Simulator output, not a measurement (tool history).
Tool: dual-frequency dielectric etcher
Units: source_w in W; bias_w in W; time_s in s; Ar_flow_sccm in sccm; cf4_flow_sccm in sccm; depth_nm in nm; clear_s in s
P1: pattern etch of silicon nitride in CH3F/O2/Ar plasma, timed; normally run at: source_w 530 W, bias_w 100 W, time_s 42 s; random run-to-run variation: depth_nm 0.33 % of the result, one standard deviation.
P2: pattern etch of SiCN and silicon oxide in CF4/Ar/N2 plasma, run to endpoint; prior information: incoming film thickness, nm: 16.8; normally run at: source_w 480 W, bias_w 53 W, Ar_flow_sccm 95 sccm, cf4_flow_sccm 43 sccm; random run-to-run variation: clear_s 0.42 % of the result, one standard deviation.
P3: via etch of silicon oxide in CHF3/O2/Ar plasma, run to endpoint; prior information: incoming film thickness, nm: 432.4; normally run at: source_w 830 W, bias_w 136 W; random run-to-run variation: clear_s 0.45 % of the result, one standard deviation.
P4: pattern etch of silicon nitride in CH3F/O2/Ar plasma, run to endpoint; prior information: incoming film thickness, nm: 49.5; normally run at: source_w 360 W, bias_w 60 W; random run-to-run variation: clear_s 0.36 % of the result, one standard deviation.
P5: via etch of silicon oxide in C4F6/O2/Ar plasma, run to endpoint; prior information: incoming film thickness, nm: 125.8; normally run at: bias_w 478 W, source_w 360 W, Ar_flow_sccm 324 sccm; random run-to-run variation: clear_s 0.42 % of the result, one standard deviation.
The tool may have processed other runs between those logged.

{"run": 1, "hour": 5.5, "process": "P1", "source_w": 530, "bias_w": 100, "time_s": 42, "depth_nm": 36.06}
{"run": 2, "hour": 11.9, "process": "P2", "source_w": 480, "bias_w": 53, "Ar_flow_sccm": 95, "cf4_flow_sccm": 43, "clear_s": 22.653}
{"run": 3, "hour": 18.6, "process": "P5", "source_w": 360, "bias_w": 368, "Ar_flow_sccm": 324, "clear_s": 32.078}
{"run": 4, "hour": 25.1, "process": "P4", "source_w": 250, "bias_w": 60, "clear_s": 94.615}
{"run": 5, "hour": 33.7, "process": "P1", "source_w": 530, "bias_w": 100, "time_s": 42, "depth_nm": 36.018}
{"run": 6, "hour": 44.1, "process": "P1", "source_w": 430, "bias_w": 120, "time_s": 42, "depth_nm": 35.699}
{"run": 7, "hour": 52.0, "process": "P5", "source_w": 360, "bias_w": 478, "Ar_flow_sccm": 243, "clear_s": 28.175}
{"run": 8, "hour": 58.2, "process": "P1", "source_w": 530, "bias_w": 100, "time_s": 42, "depth_nm": 35.903}
{"run": 9, "hour": 66.8, "process": "P2", "source_w": 480, "bias_w": 53, "Ar_flow_sccm": 95, "cf4_flow_sccm": 56, "clear_s": 21.428}
{"run": 10, "hour": 76.8, "process": "P1", "source_w": 350, "bias_w": 67, "time_s": 42, "depth_nm": 26.75}
{"run": 11, "hour": 82.4, "process": "P1", "source_w": 420, "bias_w": 74, "time_s": 42, "depth_nm": 29.481}
{"run": 12, "hour": 88.5, "process": "P1", "source_w": 660, "bias_w": 100, "time_s": 42, "depth_nm": 39.096}
{"hour": 90.1, "done": "wet clean of the chamber"}
{"run": 13, "hour": 98.7, "process": "P1", "source_w": 530, "bias_w": 100, "time_s": 42, "depth_nm": 36.015}
{"run": 14, "hour": 104.6, "process": "P5", "source_w": 360, "bias_w": 478, "Ar_flow_sccm": 324, "clear_s": 29.374}
{"run": 15, "hour": 115.4, "process": "P3", "source_w": 830, "bias_w": 136, "clear_s": 209.82}
{"run": 16, "hour": 122.7, "process": "P1", "source_w": 530, "bias_w": 100, "time_s": 42, "depth_nm": 36.005}
{"run": 17, "hour": 131.1, "process": "P1", "source_w": 530, "bias_w": 100, "time_s": 59, "depth_nm": 50.464}
{"run": 18, "hour": 140.3, "process": "P2", "source_w": 480, "bias_w": 65, "Ar_flow_sccm": 95, "cf4_flow_sccm": 43, "clear_s": 21.094}
{"run": 19, "hour": 149.6, "process": "P2", "source_w": 610, "bias_w": 53, "Ar_flow_sccm": 95, "cf4_flow_sccm": 43, "clear_s": 18.308}
{"run": 20, "hour": 158.2, "process": "P2", "source_w": 480, "bias_w": 53, "Ar_flow_sccm": 114, "cf4_flow_sccm": 43, "clear_s": 23.403}
{"run": 21, "hour": 165.3, "process": "P4", "source_w": 360, "bias_w": 37, "clear_s": 95.578}
{"run": 22, "hour": 174.0, "process": "P3", "source_w": 510, "bias_w": 136, "clear_s": 254.78}
{"run": 23, "hour": 181.0, "process": "P1", "source_w": 530, "bias_w": 100, "time_s": 23, "depth_nm": 19.665}
{"run": 24, "hour": 191.0, "process": "P5", "source_w": 480, "bias_w": 478, "Ar_flow_sccm": 324, "clear_s": 26.078}
{"run": 25, "hour": 201.2, "process": "P2", "source_w": 480, "bias_w": 53, "Ar_flow_sccm": 95, "cf4_flow_sccm": 43, "clear_s": 22.732}
{"run": 26, "hour": 208.6, "process": "P1", "source_w": 310, "bias_w": 100, "time_s": 42, "depth_nm": 29.678}
{"run": 27, "hour": 215.8, "process": "P1", "source_w": 530, "bias_w": 61, "time_s": 42, "depth_nm": 30.315}
{"run": 28, "hour": 226.3, "process": "P3", "source_w": 830, "bias_w": 187, "clear_s": 189.83}
{"run": 29, "hour": 234.4, "process": "P1", "source_w": 530, "bias_w": 122, "time_s": 42, "depth_nm": 38.818}
{"run": 30, "hour": 245.0, "process": "P4", "source_w": 360, "bias_w": 60, "clear_s": 82.393}
{"run": 31, "hour": 255.1, "process": "P1", "source_w": 530, "bias_w": 100, "time_s": 42, "depth_nm": 35.869}
{"run": 32, "hour": 261.0, "process": "P1", "source_w": 530, "bias_w": 100, "time_s": 42, "depth_nm": 36.046}
{"run": 33, "hour": 268.0, "process": "P1", "source_w": 530, "bias_w": 100, "time_s": 42, "depth_nm": 36.298}
{"run": 34, "hour": 276.8, "process": "P1", "source_w": 530, "bias_w": 100, "time_s": 42, "depth_nm": 36.483}
{"hour": 281.7, "done": "wet clean of the chamber"}
{"run": 35, "hour": 283.0, "process": "P1", "source_w": 530, "bias_w": 100, "time_s": 42, "depth_nm": 36.601}
{"run": 36, "hour": 290.9, "process": "P1", "source_w": 530, "bias_w": 100, "time_s": 42, "depth_nm": 36.649}
{"run": 37, "hour": 299.9, "process": "P1", "source_w": 530, "bias_w": 100, "time_s": 42, "depth_nm": 36.701}
{"run": 38, "hour": 306.1, "process": "P1", "source_w": 530, "bias_w": 100, "time_s": 42, "depth_nm": 36.682}

Something has made what P1 gives creep away from where it was; the 2 causes below, each at its own stated size, fit the log equally well:
A: bias power that arrives over what is set, % = 4.74
B: source power that arrives over what is set, % = 4.57
At approximately hour 255.1, the process output began to creep.
Why every other cause is out:
chamber walls in a state that raises the etch rate, %: serviced at hour 281.7, which brought nothing back

The list below offers 4 check runs, each averaging the results of 2 wafers, and shows each result as a question mark. For which of them would the listed causes give clearly different results?
{"run": "check 1", "hour": 312.3, "process": "P3", "source_w": 830, "bias_w": 136, "clear_s": "?"}
{"run": "check 2", "hour": 312.3, "process": "P5", "source_w": 360, "bias_w": 478, "Ar_flow_sccm": 324, "clear_s": "?"}
{"run": "check 3", "hour": 312.3, "process": "P2", "source_w": 480, "bias_w": 53, "Ar_flow_sccm": 95, "cf4_flow_sccm": 43, "clear_s": "?"}
{"run": "check 4", "hour": 312.3, "process": "P4", "source_w": 360, "bias_w": 60, "clear_s": "?"}

How each check would come out, cause by cause:
check=check_1 result=clear_s if_A=207.810 if_B=207.150
check=check_2 result=clear_s if_A=28.601 if_B=28.625
check=check_3 result=clear_s if_A=22.117 if_B=21.598
check=check_4 result=clear_s if_A=80.864 if_B=80.726
Gap, in per cent, between the two causes that each check separates least, read from the result that separates them most: check 1 0.32 %; check 2 0.09 %; check 3 2.37 %; check 4 0.17 %
The other checks would show nearly matching results whichever cause is true, so check 3 is the only one that separates the causes.

Check 3 has now been run. It gave: clear_s 22.147 s. Which of the candidate causes is it?

The correct cause is A, namely: bias power that arrives over what is set, %.
